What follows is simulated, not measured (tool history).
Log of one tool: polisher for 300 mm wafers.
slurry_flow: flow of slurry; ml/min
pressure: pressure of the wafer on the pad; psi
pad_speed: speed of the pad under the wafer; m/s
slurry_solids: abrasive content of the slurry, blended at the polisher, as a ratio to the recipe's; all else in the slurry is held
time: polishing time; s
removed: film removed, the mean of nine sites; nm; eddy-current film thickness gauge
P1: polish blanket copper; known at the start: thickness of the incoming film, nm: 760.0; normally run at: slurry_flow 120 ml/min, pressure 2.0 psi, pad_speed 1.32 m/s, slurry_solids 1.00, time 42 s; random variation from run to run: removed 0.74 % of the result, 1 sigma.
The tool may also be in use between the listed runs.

| run | hour | slurry_flow | pressure | pad_speed | slurry_solids | time | wafers polished on this pad | hours since the slurry nozzle was cleaned | hours since the head pressure was calibrated | hours since the slurry blender was calibrated | removed |
|---|---|---|---|---|---|---|---|---|---|---|---|
| 1 | 5.2 | 120 | 2.0 | 1.32 | 1.00 | 42 | 985 | 103.0 | 396.6 | 71.3 | 89.295 |
| 2 | 10.2 | 120 | 0.9 | 1.32 | 1.00 | 42 | 1060 | 108.0 | 401.6 | 76.3 | 40.954 |
| 3 | 15.6 | 120 | 3.1 | 1.32 | 1.00 | 42 | 1142 | 113.4 | 407.0 | 81.7 | 141.070 |
| 4 | 18.6 | 70 | 2.0 | 1.32 | 1.00 | 42 | 1187 | 116.4 | 410.0 | 84.7 | 77.901 |
| 5 | 21.1 | 120 | 2.0 | 1.32 | 1.00 | 42 | 1225 | 118.9 | 412.5 | 87.2 | 88.993 |
| 6 | 24.8 | 120 | 2.0 | 1.32 | 1.00 | 19 | 1280 | 122.6 | 416.2 | 90.9 | 40.456 |
| 7 | 29.7 | 120 | 2.0 | 1.94 | 1.00 | 23 | 1354 | 127.5 | 421.1 | 95.8 | 72.988 |
| 8 | 34.5 | 120 | 2.0 | 1.32 | 1.00 | 55 | 1427 | 132.3 | 425.9 | 100.6 | 119.580 |
| 9 | 37.9 | 120 | 2.0 | 1.32 | 0.50 | 42 | 1478 | 135.7 | 429.3 | 104.0 | 78.227 |
| 10 | 41.5 | 120 | 2.0 | 1.32 | 1.45 | 42 | 1532 | 139.3 | 432.9 | 107.6 | 97.764 |
| 11 | 45.2 | 120 | 2.0 | 2.04 | 1.00 | 42 | 1588 | 143.0 | 436.6 | 111.3 | 140.020 |
| 12 | 50.2 | 120 | 2.0 | 1.32 | 1.00 | 42 | 1663 | 148.0 | 441.6 | 116.3 | 89.357 |
| 13 | 55.2 | 120 | 2.0 | 1.32 | 1.00 | 42 | 1738 | 153.0 | 446.6 | 121.3 | 89.839 |
|  | 58.0 | slurry nozzle cleaned |
| 14 | 58.1 | 185 | 2.0 | 1.32 | 1.00 | 42 | 1782 | 0.1 | 449.5 | 124.2 | 98.363 |
| 15 | 62.2 | 120 | 2.0 | 0.94 | 1.00 | 42 | 1844 | 4.2 | 453.6 | 128.3 | 65.561 |
| 16 | 64.6 | 120 | 2.0 | 1.32 | 1.00 | 42 | 1880 | 6.6 | 456.0 | 130.7 | 90.761 |
| 17 | 68.5 | 120 | 2.0 | 1.32 | 1.00 | 42 | 1939 | 10.5 | 459.9 | 134.6 | 89.825 |
| 18 | 73.3 | 120 | 2.0 | 1.32 | 1.00 | 42 | 2011 | 15.3 | 464.7 | 139.4 | 86.056 |
| 19 | 76.4 | 120 | 2.0 | 1.32 | 1.00 | 42 | 2058 | 18.4 | 467.8 | 142.5 | 84.386 |
|  | 77.8 | head pressure recalibrated |
| 20 | 79.2 | 120 | 2.0 | 1.32 | 1.00 | 42 | 2100 | 21.2 | 1.4 | 145.3 | 82.519 |
|  | 82.6 | slurry blender recalibrated |
| 21 | 84.4 | 120 | 2.0 | 1.32 | 1.00 | 42 | 2178 | 26.4 | 6.6 | 1.8 | 81.872 |
| 22 | 88.6 | 120 | 2.0 | 1.32 | 1.00 | 42 | 2242 | 30.6 | 10.8 | 6.0 | 81.754 |
| 23 | 94.0 | 120 | 2.0 | 1.32 | 1.00 | 42 | 2323 | 36.0 | 16.2 | 11.4 | 81.161 |

What P1 gives has crept away from where it was. These 2 causes fit the log equally well, each at the size given:
A: removal rate lost through wear of the pad, % = 10.3
B: slurry flow missing at the pad, % = 34.3
The creep began at about hour 68.5.
Why every other cause is out:
head's pressure below its setpoint, %: serviced at hour 77.8, which brought nothing back
abrasive missing from the slurry, %: serviced at hour 82.6, which brought nothing back

4 check runs are offered, each on 3 wafers whose results are averaged, their results left as question marks. Which one tells the causes apart?
| check 1 | 99.4 | 185 | 2.0 | 1.04 | 1.00 | 42 |  |  |  |  | ? |
| check 2 | 99.4 | 120 | 3.0 | 1.32 | 0.65 | 42 |  |  |  |  | ? |
| check 3 | 99.4 | 120 | 2.0 | 1.96 | 0.55 | 42 |  |  |  |  | ? |
| check 4 | 99.4 | 120 | 1.0 | 1.32 | 1.30 | 42 |  |  |  |  | ? |

What each check would give under each cause:
| check | result | if A | if B |
|---|---|---|---|
| check 1 | removed | 68.892 | 71.355 |
| check 2 | removed | 111.080 | 111.080 |
| check 3 | removed | 106.330 | 106.330 |
| check 4 | removed | 42.888 | 42.890 |
How far apart the two closest causes lie, in the result that separates them most: check 1 3.51 %; check 2 0 %; check 3 0 %; check 4 0 %
Only check 1 tells the causes apart: in the others they would give nearly the same result.

Then check 1 was run and gave: removed 71.099 nm. Which cause is it?

It is B: slurry flow missing at the pad, %.
